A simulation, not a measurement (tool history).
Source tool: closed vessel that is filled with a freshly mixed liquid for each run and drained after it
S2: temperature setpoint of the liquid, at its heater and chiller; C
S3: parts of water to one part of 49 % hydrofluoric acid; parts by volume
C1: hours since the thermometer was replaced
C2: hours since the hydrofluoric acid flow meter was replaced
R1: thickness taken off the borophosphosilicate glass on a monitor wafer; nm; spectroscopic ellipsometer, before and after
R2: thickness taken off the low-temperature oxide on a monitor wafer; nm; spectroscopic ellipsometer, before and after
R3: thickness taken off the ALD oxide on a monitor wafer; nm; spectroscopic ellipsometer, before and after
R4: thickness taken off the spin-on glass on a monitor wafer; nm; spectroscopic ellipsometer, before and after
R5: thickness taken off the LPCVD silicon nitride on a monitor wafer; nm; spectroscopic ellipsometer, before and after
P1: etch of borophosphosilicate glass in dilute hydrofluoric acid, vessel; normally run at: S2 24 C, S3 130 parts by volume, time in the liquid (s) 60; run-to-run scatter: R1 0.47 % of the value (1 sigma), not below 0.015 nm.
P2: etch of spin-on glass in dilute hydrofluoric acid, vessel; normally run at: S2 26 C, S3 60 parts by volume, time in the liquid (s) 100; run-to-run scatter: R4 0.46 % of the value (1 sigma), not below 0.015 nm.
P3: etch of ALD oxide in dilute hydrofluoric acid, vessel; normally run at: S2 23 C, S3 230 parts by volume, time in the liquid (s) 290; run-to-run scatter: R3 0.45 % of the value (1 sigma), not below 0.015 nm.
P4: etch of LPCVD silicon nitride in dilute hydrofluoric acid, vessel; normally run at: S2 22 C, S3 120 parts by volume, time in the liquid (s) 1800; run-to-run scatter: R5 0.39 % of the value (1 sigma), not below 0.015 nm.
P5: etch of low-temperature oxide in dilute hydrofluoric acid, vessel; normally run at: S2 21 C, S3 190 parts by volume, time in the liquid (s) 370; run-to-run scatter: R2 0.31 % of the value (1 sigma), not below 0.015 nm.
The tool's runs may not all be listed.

Run 1, hour 8.5: process that ran P1, S2 24 C, S3 130 parts by volume, time in the liquid (s) 60; C1 1289.8; C2 421.7. Result: R1 28.183 nm.
Run 2, hour 20.7: process that ran P5, S2 17 C, S3 190 parts by volume, time in the liquid (s) 370; C1 1302; C2 433.9. Result: R2 34.112 nm.
Run 3, hour 29.8: process that ran P3, S2 23 C, S3 230 parts by volume, time in the liquid (s) 290; C1 1311.1; C2 443. Result: R3 10.453 nm.
Run 4, hour 40.3: process that ran P1, S2 24 C, S3 130 parts by volume, time in the liquid (s) 30; C1 1321.6; C2 453.5. Result: R1 14.122 nm.
Run 5, hour 47.3: process that ran P1, S2 24 C, S3 130 parts by volume, time in the liquid (s) 60; C1 1328.6; C2 460.5. Result: R1 28.509 nm.
Run 6, hour 55.5: process that ran P5, S2 21 C, S3 190 parts by volume, time in the liquid (s) 575; C1 1336.8; C2 468.7. Result: R2 62.082 nm.
Run 7, hour 68: process that ran P1, S2 24 C, S3 130 parts by volume, time in the liquid (s) 60; C1 1349.3; C2 481.2. Result: R1 28.241 nm.
Run 8, hour 77: process that ran P2, S2 26 C, S3 60 parts by volume, time in the liquid (s) 100; C1 1358.3; C2 490.2. Result: R4 47.764 nm.
Run 9, hour 86.8: process that ran P4, S2 17.5 C, S3 120 parts by volume, time in the liquid (s) 1800; C1 1368.1; C2 500. Result: R5 4.8585 nm.
Run 10, hour 99.7: process that ran P5, S2 21 C, S3 45 parts by volume, time in the liquid (s) 370; C1 1381; C2 512.9. Result: R2 198.33 nm.
Run 11, hour 112: process that ran P4, S2 22 C, S3 195 parts by volume, time in the liquid (s) 1800; C1 1393.3; C2 525.2. Result: R5 4.0952 nm.
Run 12, hour 124.8: process that ran P4, S2 22 C, S3 120 parts by volume, time in the liquid (s) 2930; C1 1406.1; C2 538. Result: R5 10.737 nm.
Run 13, hour 140: process that ran P2, S2 22 C, S3 60 parts by volume, time in the liquid (s) 100; C1 1421.3; C2 553.2. Result: R4 40.409 nm.
Run 14, hour 154.9: process that ran P1, S2 24 C, S3 30 parts by volume, time in the liquid (s) 30; C1 1436.2; C2 568.1. Result: R1 69.081 nm.
Run 15, hour 170.5: process that ran P1, S2 28.5 C, S3 130 parts by volume, time in the liquid (s) 60; C1 1451.8; C2 583.7. Result: R1 33.627 nm.
Run 16, hour 177.6: process that ran P5, S2 21 C, S3 190 parts by volume, time in the liquid (s) 370; C1 1458.9; C2 590.8. Result: R2 39.892 nm.
Run 17, hour 193.1: process that ran P3, S2 23 C, S3 230 parts by volume, time in the liquid (s) 535; C1 1474.4; C2 606.3. Result: R3 19.332 nm.
Run 18, hour 205.6: process that ran P3, S2 28 C, S3 230 parts by volume, time in the liquid (s) 290; C1 1486.9; C2 618.8. Result: R3 12.574 nm.
At hour 215.6: thermometer replaced.
Run 19, hour 216.4: process that ran P3, S2 23 C, S3 60 parts by volume, time in the liquid (s) 290; C1 0.8; C2 629.6. Result: R3 48.98 nm.
Run 20, hour 224.7: process that ran P1, S2 24 C, S3 130 parts by volume, time in the liquid (s) 105; C1 9.1; C2 637.9. Result: R1 49.301 nm.
Run 21, hour 235.2: process that ran P1, S2 24 C, S3 200 parts by volume, time in the liquid (s) 60; C1 19.6; C2 648.4. Result: R1 16.947 nm.
Run 22, hour 244: process that ran P2, S2 26 C, S3 60 parts by volume, time in the liquid (s) 30; C1 28.4; C2 657.2. Result: R4 14.356 nm.
Run 23, hour 251.4: process that ran P1, S2 19 C, S3 50 parts by volume, time in the liquid (s) 60; C1 35.8; C2 664.6. Result: R1 65.52 nm.
Run 24, hour 265.4: process that ran P1, S2 17 C, S3 130 parts by volume, time in the liquid (s) 60; C1 49.8; C2 678.6. Result: R1 21.522 nm.
Run 25, hour 279.3: process that ran P1, S2 24 C, S3 130 parts by volume, time in the liquid (s) 60; C1 63.7; C2 692.5. Result: R1 28.087 nm.
Run 26, hour 286.5: process that ran P2, S2 26 C, S3 25 parts by volume, time in the liquid (s) 100; C1 70.9; C2 699.7. Result: R4 120.4 nm.
Run 27, hour 295.6: process that ran P4, S2 22 C, S3 120 parts by volume, time in the liquid (s) 1800; C1 80; C2 708.8. Result: R5 6.6155 nm.
Run 28, hour 303: process that ran P1, S2 24 C, S3 50 parts by volume, time in the liquid (s) 60; C1 87.4; C2 716.2. Result: R1 81.29 nm.
Run 29, hour 310.5: process that ran P1, S2 24 C, S3 130 parts by volume, time in the liquid (s) 60; C1 94.9; C2 723.7. Result: R1 28.399 nm.
Run 30, hour 319.2: process that ran P1, S2 24 C, S3 130 parts by volume, time in the liquid (s) 60; C1 103.6; C2 732.4. Result: R1 28.906 nm.
Run 31, hour 330.1: process that ran P1, S2 24 C, S3 130 parts by volume, time in the liquid (s) 60; C1 114.5; C2 743.3. Result: R1 29.472 nm.
Run 32, hour 337.8: process that ran P1, S2 24 C, S3 130 parts by volume, time in the liquid (s) 60; C1 122.2; C2 751. Result: R1 29.346 nm.
Run 33, hour 350.6: process that ran P1, S2 24 C, S3 130 parts by volume, time in the liquid (s) 60; C1 135; C2 763.8. Result: R1 29.978 nm.
Run 34, hour 357.9: process that ran P1, S2 24 C, S3 130 parts by volume, time in the liquid (s) 60; C1 142.3; C2 771.1. Result: R1 30.12 nm.
Run 35, hour 364.7: process that ran P1, S2 24 C, S3 130 parts by volume, time in the liquid (s) 60; C1 149.1; C2 777.9. Result: R1 30.095 nm.
Run 36, hour 379: process that ran P1, S2 24 C, S3 130 parts by volume, time in the liquid (s) 60; C1 163.4; C2 792.2. Result: R1 30.338 nm.
Run 37, hour 392.3: process that ran P1, S2 24 C, S3 130 parts by volume, time in the liquid (s) 60; C1 176.7; C2 805.5. Result: R1 30.678 nm.
Run 38, hour 401.1: process that ran P1, S2 24 C, S3 130 parts by volume, time in the liquid (s) 60; C1 185.5; C2 814.3. Result: R1 30.287 nm.

The log shows P1 creeping away from where it was. Any of the 2 causes listed here, at the size stated for it, fits the log just as well as the others:
A: liquid hotter than its thermometer reads (K) = 1.88
B: hydrofluoric acid flow above the setpoint (%) = 6.48
Creep in the process output first set in at about hour 310.5.

Of the 4 check runs listed below, each run on one wafer and each result written as a question mark, which would let you distinguish the listed causes because they would give clearly different results?
Run check 1, hour 409.9: process that ran P5, S2 21 C, S3 120 parts by volume, time in the liquid (s) 370. Result: R2 ?.
Run check 2, hour 409.9: process that ran P3, S2 23 C, S3 230 parts by volume, time in the liquid (s) 500. Result: R3 ?.
Run check 3, hour 409.9: process that ran P4, S2 22 C, S3 190 parts by volume, time in the liquid (s) 2790. Result: R5 ?.
Run check 4, hour 409.9: process that ran P2, S2 26 C, S3 30 parts by volume, time in the liquid (s) 100. Result: R4 ?.

Check results expected under each cause:
  check  result    if A    if B
check 1      R2  73.321  73.032
check 2      R3   19.34  19.514
check 3      R5  7.3572   6.936
check 4      R4   107.3  106.08
How far apart the two closest causes lie, in the result that separates them most: check 1 0.39 %; check 2 0.9 %; check 3 5.9 %; check 4 1.14 %
Check 3 tells the causes apart: in the others they would give nearly the same result.

After running check 3, the following was obtained: R5 6.9348 nm. Which cause does this point to?

Of the candidate causes, it is B: hydrofluoric acid flow above the setpoint (%).
